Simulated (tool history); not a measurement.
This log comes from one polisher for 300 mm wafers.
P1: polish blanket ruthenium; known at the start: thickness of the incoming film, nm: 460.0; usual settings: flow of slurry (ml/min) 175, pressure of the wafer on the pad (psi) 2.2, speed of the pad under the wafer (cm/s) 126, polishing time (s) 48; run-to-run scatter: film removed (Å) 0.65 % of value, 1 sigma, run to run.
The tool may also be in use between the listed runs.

run,hour,flow of slurry (ml/min),pressure of the wafer on the pad (psi),speed of the pad under the wafer (cm/s),polishing time (s),film removed (Å)
1,4.5,175,2.2,126,48,921.03
2,8.4,175,2.2,126,48,914.09
3,11.9,175,2.2,126,48,918.14
4,14.9,105,2.2,126,48,829.36
5,18.9,175,2.2,64,48,458.89
6,23.6,275,2.2,126,48,964.10
7,27.8,175,2.2,126,48,918.36
8,32.7,175,3.5,126,48,1454.00
9,37.3,175,1.0,126,48,411.51
10,41.9,110,2.2,126,59,1023.60
11,44.5,175,2.2,196,48,1425.40
12,47.0,175,2.2,126,26,489.58
13,51.8,175,2.2,126,63,1195.10
14,56.3,175,2.2,126,48,907.77
15,60.4,175,2.2,126,48,912.51
16,63.9,175,2.2,126,48,891.32
17,67.3,175,2.2,126,48,874.80
18,71.6,175,2.2,126,48,849.46
19,74.0,175,2.2,126,48,852.36
20,77.8,175,2.2,126,48,839.41
21,82.0,175,2.2,126,48,840.14
# hour 84.6: head pressure recalibrated
22,85.2,175,2.2,126,48,841.39
23,89.5,175,2.2,126,48,831.53
24,92.7,175,2.2,126,48,844.19
25,97.7,175,2.2,126,48,828.89
26,102.4,175,2.2,126,48,833.14

P1 no longer gives what it gave before; its output has crept away from where it was. The following 2 causes, each at its listed size, fit the log equally well:
A: slurry flow missing at the pad, % = 36.1
B: removal rate lost through wear of the pad, % = 7.94
The creep began at about hour 60.4.
Other possible causes, and why each is ruled out:
head's pressure below its setpoint, %: work on it at hour 84.6, done after the drift set in, did not restore what the process gave before

Of the 4 check runs listed below, each run on one wafer and each result written as a question mark, which would let you distinguish the listed causes because they would give clearly different results?
check 1,107.1,175,1.4,72,48,?
check 2,107.1,175,2.2,170,48,?
check 3,107.1,105,3.0,126,48,?
check 4,107.1,175,1.1,126,34,?

Expected result of each check under each candidate cause:
check,result,if A,if B
check 1,film removed (Å),303.76,303.76
check 2,film removed (Å),1127.00,1127.00
check 3,film removed (Å),985.46,1033.50
check 4,film removed (Å),295.85,295.85
Per-check spread between the two closest causes, in the result where they differ most: check 1 0 %; check 2 0 %; check 3 4.76 %; check 4 0 %
Of the check runs offered, only check 3 discriminates between the causes; the rest would read about the same regardless of which cause applies.

The results of check 3 are: film removed (Å) 1044.10. Based on these, which of the listed causes is it?

The correct cause is B, namely: removal rate lost through wear of the pad, %.
